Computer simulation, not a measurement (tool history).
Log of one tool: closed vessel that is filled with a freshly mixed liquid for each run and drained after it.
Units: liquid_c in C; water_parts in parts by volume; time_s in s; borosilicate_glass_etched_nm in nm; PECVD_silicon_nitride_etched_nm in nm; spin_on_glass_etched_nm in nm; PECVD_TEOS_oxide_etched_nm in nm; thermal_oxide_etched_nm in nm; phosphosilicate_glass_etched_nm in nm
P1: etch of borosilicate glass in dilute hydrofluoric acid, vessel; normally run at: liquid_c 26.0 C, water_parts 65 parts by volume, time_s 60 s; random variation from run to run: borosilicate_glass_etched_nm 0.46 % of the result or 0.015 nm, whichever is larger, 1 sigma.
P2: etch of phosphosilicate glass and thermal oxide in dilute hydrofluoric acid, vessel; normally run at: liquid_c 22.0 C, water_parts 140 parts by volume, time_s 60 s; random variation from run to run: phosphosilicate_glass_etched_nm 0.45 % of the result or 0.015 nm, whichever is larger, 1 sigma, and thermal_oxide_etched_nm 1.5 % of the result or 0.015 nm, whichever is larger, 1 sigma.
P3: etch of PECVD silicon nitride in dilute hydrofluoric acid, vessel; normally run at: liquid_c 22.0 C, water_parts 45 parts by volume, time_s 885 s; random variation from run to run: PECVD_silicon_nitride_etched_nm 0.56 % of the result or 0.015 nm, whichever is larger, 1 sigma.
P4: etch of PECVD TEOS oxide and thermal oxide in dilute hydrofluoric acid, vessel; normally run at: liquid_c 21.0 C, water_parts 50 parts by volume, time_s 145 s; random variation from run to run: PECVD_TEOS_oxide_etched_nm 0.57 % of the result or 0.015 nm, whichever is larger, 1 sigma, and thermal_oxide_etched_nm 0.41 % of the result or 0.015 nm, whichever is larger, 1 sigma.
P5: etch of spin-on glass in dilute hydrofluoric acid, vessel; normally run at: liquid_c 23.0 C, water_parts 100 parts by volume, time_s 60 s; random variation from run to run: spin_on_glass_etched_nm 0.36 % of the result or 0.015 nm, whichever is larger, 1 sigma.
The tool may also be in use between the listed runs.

run,hour,process,liquid_c,water_parts,time_s,hours since the thermometer was replaced,hours since the hydrofluoric acid flow meter was replaced,borosilicate_glass_etched_nm,PECVD_silicon_nitride_etched_nm,spin_on_glass_etched_nm,PECVD_TEOS_oxide_etched_nm,thermal_oxide_etched_nm,phosphosilicate_glass_etched_nm
1,3.9,P1,26.0,65,60,335.3,691.7,43.112,,,,,
2,7.3,P1,26.0,35,60,338.7,695.1,83.429,,,,,
3,10.0,P3,22.0,45,885,341.4,697.8,,48.7480,,,,
4,12.1,P1,31.0,90,60,343.5,699.9,36.157,,,,,
5,15.6,P1,26.0,65,30,347.0,703.4,21.461,,,,,
6,19.1,P1,26.0,65,60,350.5,706.9,43.034,,,,,
7,21.9,P5,23.0,100,30,353.3,709.7,,,17.736,,,
8,24.0,P5,23.0,100,60,355.4,711.8,,,35.537,,,
9,26.6,P3,22.0,45,30,358.0,714.4,,1.6367,,,,
10,30.4,P1,31.0,65,60,361.8,718.2,52.055,,,,,
11,32.9,P3,17.0,45,885,364.3,720.7,,34.0540,,,,
12,37.1,P1,21.5,65,95,368.5,724.9,56.773,,,,,
13,40.1,P1,26.0,65,60,371.5,727.9,42.889,,,,,
14,43.3,P4,21.0,50,145,374.7,731.1,,,,44.162,12.62200,
15,46.3,P2,22.0,140,30,377.7,734.1,,,,,0.80861,29.672
16,49.0,P5,27.5,100,60,380.4,736.8,,,42.484,,,
17,53.2,P4,21.0,90,145,384.6,741.0,,,,23.173,6.73180,
18,57.1,P1,26.0,65,60,388.5,744.9,42.592,,,,,
19,60.4,P4,21.0,50,145,391.8,748.2,,,,43.589,12.69000,
20,63.0,P1,26.0,65,90,394.4,750.8,64.864,,,,,
21,66.9,P5,23.0,30,60,398.3,754.7,,,129.280,,,
22,70.0,P3,22.0,70,885,401.4,757.8,,31.3330,,,,
23,73.7,P4,21.0,50,250,405.1,761.5,,,,75.914,21.94200,
24,77.6,P1,26.0,25,100,409.0,765.4,196.900,,,,,

The next listed run, before its measurement:
25,79.9,P1,26.0,95,60,411.3,767.7,?,,,,,

{"run 25": {"borosilicate_glass_etched_nm": 28.133}}

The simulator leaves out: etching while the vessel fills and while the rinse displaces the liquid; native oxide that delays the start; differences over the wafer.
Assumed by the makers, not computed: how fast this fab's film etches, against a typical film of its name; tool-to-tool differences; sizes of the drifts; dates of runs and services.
